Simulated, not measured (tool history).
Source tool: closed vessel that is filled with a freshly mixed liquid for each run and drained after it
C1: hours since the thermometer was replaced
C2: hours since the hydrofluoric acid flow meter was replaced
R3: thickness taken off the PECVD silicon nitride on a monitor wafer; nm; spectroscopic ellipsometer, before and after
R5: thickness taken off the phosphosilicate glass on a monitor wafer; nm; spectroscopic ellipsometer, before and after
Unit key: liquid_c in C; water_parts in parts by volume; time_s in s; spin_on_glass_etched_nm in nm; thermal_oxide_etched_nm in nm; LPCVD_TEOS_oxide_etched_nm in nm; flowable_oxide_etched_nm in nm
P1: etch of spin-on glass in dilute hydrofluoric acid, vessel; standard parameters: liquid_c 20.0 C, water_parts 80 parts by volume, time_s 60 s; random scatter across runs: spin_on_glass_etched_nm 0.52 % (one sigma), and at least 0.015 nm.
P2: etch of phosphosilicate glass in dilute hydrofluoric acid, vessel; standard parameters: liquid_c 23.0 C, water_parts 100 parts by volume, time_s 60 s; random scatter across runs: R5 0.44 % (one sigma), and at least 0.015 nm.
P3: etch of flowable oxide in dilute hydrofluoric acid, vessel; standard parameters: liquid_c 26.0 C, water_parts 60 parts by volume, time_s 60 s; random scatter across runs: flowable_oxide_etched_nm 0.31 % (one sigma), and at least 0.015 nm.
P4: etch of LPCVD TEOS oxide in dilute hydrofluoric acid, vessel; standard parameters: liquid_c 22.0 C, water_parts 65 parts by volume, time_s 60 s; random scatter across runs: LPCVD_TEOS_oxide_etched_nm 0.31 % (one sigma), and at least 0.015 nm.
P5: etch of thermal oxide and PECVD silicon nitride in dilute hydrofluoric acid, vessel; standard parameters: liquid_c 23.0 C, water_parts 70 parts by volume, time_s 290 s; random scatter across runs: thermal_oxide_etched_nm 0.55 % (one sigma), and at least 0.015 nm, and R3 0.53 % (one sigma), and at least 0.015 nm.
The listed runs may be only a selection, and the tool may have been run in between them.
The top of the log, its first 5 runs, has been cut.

{"run": 6, "hour": 46.2, "process": "P2", "liquid_c": 18.5, "water_parts": 100, "time_s": 60, "C1": 623.5, "C2": 1438.6, "R5": 29.246}
{"run": 7, "hour": 52.0, "process": "P1", "liquid_c": 20.0, "water_parts": 80, "time_s": 30, "C1": 629.3, "C2": 1444.4, "spin_on_glass_etched_nm": 8.6383}
{"run": 8, "hour": 63.7, "process": "P3", "liquid_c": 26.0, "water_parts": 110, "time_s": 60, "C1": 641.0, "C2": 1456.1, "flowable_oxide_etched_nm": 17.136}
{"run": 9, "hour": 71.4, "process": "P3", "liquid_c": 21.5, "water_parts": 60, "time_s": 60, "C1": 648.7, "C2": 1463.8, "flowable_oxide_etched_nm": 27.739}
{"run": 10, "hour": 81.2, "process": "P1", "liquid_c": 20.0, "water_parts": 80, "time_s": 60, "C1": 658.5, "C2": 1473.6, "spin_on_glass_etched_nm": 17.093}
{"run": 11, "hour": 87.1, "process": "P3", "liquid_c": 26.0, "water_parts": 60, "time_s": 35, "C1": 664.4, "C2": 1479.5, "flowable_oxide_etched_nm": 19.615}
{"run": 12, "hour": 97.0, "process": "P5", "liquid_c": 23.0, "water_parts": 70, "time_s": 290, "C1": 674.3, "C2": 1489.4, "thermal_oxide_etched_nm": 19.189, "R3": 17.325}
{"run": 13, "hour": 104.4, "process": "P2", "liquid_c": 23.0, "water_parts": 100, "time_s": 60, "C1": 681.7, "C2": 1496.8, "R5": 35.364}
{"run": 14, "hour": 112.4, "process": "P4", "liquid_c": 22.0, "water_parts": 65, "time_s": 30, "C1": 689.7, "C2": 1504.8, "LPCVD_TEOS_oxide_etched_nm": 13.995}
{"run": 15, "hour": 119.3, "process": "P1", "liquid_c": 17.0, "water_parts": 80, "time_s": 60, "C1": 696.6, "C2": 1511.7, "spin_on_glass_etched_nm": 15.101}
{"run": 16, "hour": 128.0, "process": "P1", "liquid_c": 20.0, "water_parts": 80, "time_s": 60, "C1": 705.3, "C2": 1520.4, "spin_on_glass_etched_nm": 17.196}
{"run": 17, "hour": 136.9, "process": "P1", "liquid_c": 20.0, "water_parts": 80, "time_s": 100, "C1": 714.2, "C2": 1529.3, "spin_on_glass_etched_nm": 28.415}
{"run": 18, "hour": 148.3, "process": "P1", "liquid_c": 20.0, "water_parts": 125, "time_s": 30, "C1": 725.6, "C2": 1540.7, "spin_on_glass_etched_nm": 5.1419}
{"run": 19, "hour": 160.0, "process": "P1", "liquid_c": 28.0, "water_parts": 80, "time_s": 60, "C1": 737.3, "C2": 1552.4, "spin_on_glass_etched_nm": 23.528}
{"run": 20, "hour": 171.9, "process": "P1", "liquid_c": 20.0, "water_parts": 80, "time_s": 60, "C1": 749.2, "C2": 1564.3, "spin_on_glass_etched_nm": 17.014}
{"run": 21, "hour": 180.7, "process": "P5", "liquid_c": 23.0, "water_parts": 70, "time_s": 565, "C1": 758.0, "C2": 1573.1, "thermal_oxide_etched_nm": 37.464, "R3": 33.539}

Estimate the outcome of run 22 from the log above:
{"run": 22, "hour": 185.9, "process": "P1", "liquid_c": 17.0, "water_parts": 140, "time_s": 60, "C1": 763.2, "C2": 1578.3, "spin_on_glass_etched_nm": "?"}

spin_on_glass_etched_nm: 8.0546 nm
